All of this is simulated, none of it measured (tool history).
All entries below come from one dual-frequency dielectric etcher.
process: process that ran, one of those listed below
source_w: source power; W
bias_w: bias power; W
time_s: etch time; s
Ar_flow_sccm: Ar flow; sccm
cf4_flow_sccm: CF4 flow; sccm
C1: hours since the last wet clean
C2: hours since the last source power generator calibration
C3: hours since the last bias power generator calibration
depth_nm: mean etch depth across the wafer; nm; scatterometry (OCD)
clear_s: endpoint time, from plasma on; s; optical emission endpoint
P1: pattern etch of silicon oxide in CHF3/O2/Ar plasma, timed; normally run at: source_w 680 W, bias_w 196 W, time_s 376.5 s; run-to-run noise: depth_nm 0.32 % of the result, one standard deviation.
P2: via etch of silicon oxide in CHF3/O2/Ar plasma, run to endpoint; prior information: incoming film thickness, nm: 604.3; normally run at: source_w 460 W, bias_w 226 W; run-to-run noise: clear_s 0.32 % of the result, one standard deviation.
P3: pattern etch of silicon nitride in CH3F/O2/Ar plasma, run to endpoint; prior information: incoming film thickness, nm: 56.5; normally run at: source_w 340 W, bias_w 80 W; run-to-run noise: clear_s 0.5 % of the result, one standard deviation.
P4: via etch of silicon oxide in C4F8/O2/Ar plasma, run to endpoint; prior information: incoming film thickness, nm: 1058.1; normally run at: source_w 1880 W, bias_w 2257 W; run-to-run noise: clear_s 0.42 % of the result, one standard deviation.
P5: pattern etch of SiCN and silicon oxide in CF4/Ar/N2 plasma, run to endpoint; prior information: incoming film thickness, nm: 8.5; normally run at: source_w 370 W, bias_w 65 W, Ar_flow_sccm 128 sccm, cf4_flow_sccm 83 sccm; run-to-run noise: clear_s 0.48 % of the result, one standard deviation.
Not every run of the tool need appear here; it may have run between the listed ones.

run 1 day=0.433 | process=P1 source_w=680 bias_w=196 time_s=376.5 | C1=354.4 C2=1968 C3=2282 | depth_nm=788.97
run 2 day=0.683 | process=P1 source_w=460 bias_w=196 time_s=376.5 | C1=360.4 C2=1974 C3=2288 | depth_nm=680.59
run 3 day=0.9 | process=P1 source_w=680 bias_w=196 time_s=376.5 | C1=365.6 C2=1979.2 C3=2293.2 | depth_nm=790.06
run 4 day=1.196 | process=P1 source_w=680 bias_w=196 time_s=376.5 | C1=372.7 C2=1986.3 C3=2300.3 | depth_nm=793.55
run 5 day=1.462 | process=P1 source_w=680 bias_w=196 time_s=376.5 | C1=379.1 C2=1992.7 C3=2306.7 | depth_nm=792.52
run 6 day=1.696 | process=P1 source_w=680 bias_w=256 time_s=376.5 | C1=384.7 C2=1998.3 C3=2312.3 | depth_nm=870.22
run 7 day=2.138 | process=P4 source_w=1880 bias_w=2257 | C1=395.3 C2=2008.9 C3=2322.9 | clear_s=209.21
run 8 day=2.358 | process=P1 source_w=680 bias_w=130 time_s=376.5 | C1=400.6 C2=2014.2 C3=2328.2 | depth_nm=689.14
run 9 day=2.767 | process=P1 source_w=680 bias_w=196 time_s=262.5 | C1=410.4 C2=2024 C3=2338 | depth_nm=551.95
-- day=3.142 bias power generator calibrated
run 10 day=3.162 | process=P1 source_w=680 bias_w=145 time_s=293 | C1=419.9 C2=2033.5 C3=0.6 | depth_nm=557.03
run 11 day=3.429 | process=P1 source_w=680 bias_w=196 time_s=376.5 | C1=426.3 C2=2039.9 C3=7 | depth_nm=790.07
run 12 day=3.821 | process=P5 source_w=370 bias_w=65 Ar_flow_sccm=128 cf4_flow_sccm=58 | C1=435.7 C2=2049.3 C3=16.4 | clear_s=13.423
run 13 day=4.267 | process=P2 source_w=460 bias_w=226 | C1=446.4 C2=2060 C3=27.1 | clear_s=310.69
run 14 day=4.762 | process=P4 source_w=1880 bias_w=1514 | C1=458.3 C2=2071.9 C3=39 | clear_s=236.2
run 15 day=5.2 | process=P1 source_w=680 bias_w=196 time_s=376.5 | C1=468.8 C2=2082.4 C3=49.5 | depth_nm=792.38
run 16 day=5.5 | process=P2 source_w=460 bias_w=276 | C1=476 C2=2089.6 C3=56.7 | clear_s=290.06
run 17 day=5.717 | process=P3 source_w=340 bias_w=80 | C1=481.2 C2=2094.8 C3=61.9 | clear_s=80.935
run 18 day=6.179 | process=P4 source_w=1320 bias_w=2257 | C1=492.3 C2=2105.9 C3=73 | clear_s=238.96
run 19 day=6.588 | process=P1 source_w=840 bias_w=196 time_s=376.5 | C1=502.1 C2=2115.7 C3=82.8 | depth_nm=858.89
run 20 day=6.988 | process=P5 source_w=260 bias_w=65 Ar_flow_sccm=128 cf4_flow_sccm=83 | C1=511.7 C2=2125.3 C3=92.4 | clear_s=17.048
run 21 day=7.467 | process=P1 source_w=680 bias_w=196 time_s=458.5 | C1=523.2 C2=2136.8 C3=103.9 | depth_nm=958.23
run 22 day=7.7 | process=P5 source_w=370 bias_w=65 Ar_flow_sccm=128 cf4_flow_sccm=83 | C1=528.8 C2=2142.4 C3=109.5 | clear_s=12.581
run 23 day=7.983 | process=P3 source_w=430 bias_w=80 | C1=535.6 C2=2149.2 C3=116.3 | clear_s=74.857
run 24 day=8.238 | process=P2 source_w=590 bias_w=226 | C1=541.7 C2=2155.3 C3=122.4 | clear_s=282.83
run 25 day=8.658 | process=P5 source_w=370 bias_w=45 Ar_flow_sccm=128 cf4_flow_sccm=83 | C1=551.8 C2=2165.4 C3=132.5 | clear_s=14.151
run 26 day=9.092 | process=P3 source_w=340 bias_w=104 | C1=562.2 C2=2175.8 C3=142.9 | clear_s=74.709
run 27 day=9.488 | process=P5 source_w=370 bias_w=65 Ar_flow_sccm=97 cf4_flow_sccm=83 | C1=571.7 C2=2185.3 C3=152.4 | clear_s=12.04
run 28 day=9.854 | process=P1 source_w=680 bias_w=196 time_s=376.5 | C1=580.5 C2=2194.1 C3=161.2 | depth_nm=791.16
run 29 day=10.229 | process=P1 source_w=680 bias_w=196 time_s=376.5 | C1=589.5 C2=2203.1 C3=170.2 | depth_nm=788.67
run 30 day=10.5 | process=P1 source_w=680 bias_w=196 time_s=376.5 | C1=596 C2=2209.6 C3=176.7 | depth_nm=782.59
run 31 day=10.758 | process=P1 source_w=680 bias_w=196 time_s=376.5 | C1=602.2 C2=2215.8 C3=182.9 | depth_nm=782.59
run 32 day=11.204 | process=P1 source_w=680 bias_w=196 time_s=376.5 | C1=612.9 C2=2226.5 C3=193.6 | depth_nm=777.31
-- day=11.658 wet clean of the chamber
run 33 day=11.688 | process=P1 source_w=680 bias_w=196 time_s=376.5 | C1=0.7 C2=2238.1 C3=205.2 | depth_nm=774.66
run 34 day=12 | process=P1 source_w=680 bias_w=196 time_s=376.5 | C1=8.2 C2=2245.6 C3=212.7 | depth_nm=780.78
run 35 day=12.388 | process=P1 source_w=680 bias_w=196 time_s=376.5 | C1=17.5 C2=2254.9 C3=222 | depth_nm=781.6
run 36 day=12.621 | process=P1 source_w=680 bias_w=196 time_s=376.5 | C1=23.1 C2=2260.5 C3=227.6 | depth_nm=771.32
run 37 day=12.896 | process=P1 source_w=680 bias_w=196 time_s=376.5 | C1=29.7 C2=2267.1 C3=234.2 | depth_nm=779.32
run 38 day=13.225 | process=P1 source_w=680 bias_w=196 time_s=376.5 | C1=37.6 C2=2275 C3=242.1 | depth_nm=779.99

What P1 gives has crept off from where it sat before. The 2 causes that follow fit the log equally well, each at the size noted:
A: bias power that arrives under what is set, % = 4.85
B: source power that arrives under what is set, % = 4.3
The process output started creeping at around day 9.854.
Each remaining cause and why it is not a fit:
chamber walls in a state that lowers the etch rate, %: serviced at day 11.658, which brought nothing back

4 check runs are offered, each on 3 wafers whose results are averaged, their results left as question marks. Which one tells the causes apart?
run check 1 day=13.554 | process=P4 source_w=1880 bias_w=2257 | clear_s=?
run check 2 day=13.554 | process=P2 source_w=460 bias_w=226 | clear_s=?
run check 3 day=13.554 | process=P5 source_w=370 bias_w=65 Ar_flow_sccm=128 cf4_flow_sccm=83 | clear_s=?
run check 4 day=13.554 | process=P3 source_w=340 bias_w=80 | clear_s=?

Outcome of each check run for each possible cause:
check=check_1 result=clear_s if_A=213.05 if_B=213.65
check=check_2 result=clear_s if_A=316.55 if_B=316.18
check=check_3 result=clear_s if_A=12.751 if_B=13.035
check=check_4 result=clear_s if_A=83.227 if_B=83.139
Separation of the two closest causes in each check, using whichever result separates them best: check 1 0.28 %; check 2 0.12 %; check 3 2.2 %; check 4 0.11 %
The other checks would show nearly matching results whichever cause is true, so check 3 is the only one that separates the causes.

With check 3 done, the readings were: clear_s 12.81 s. Identify which of the listed causes applies.

The cause is A: bias power that arrives under what is set, %.
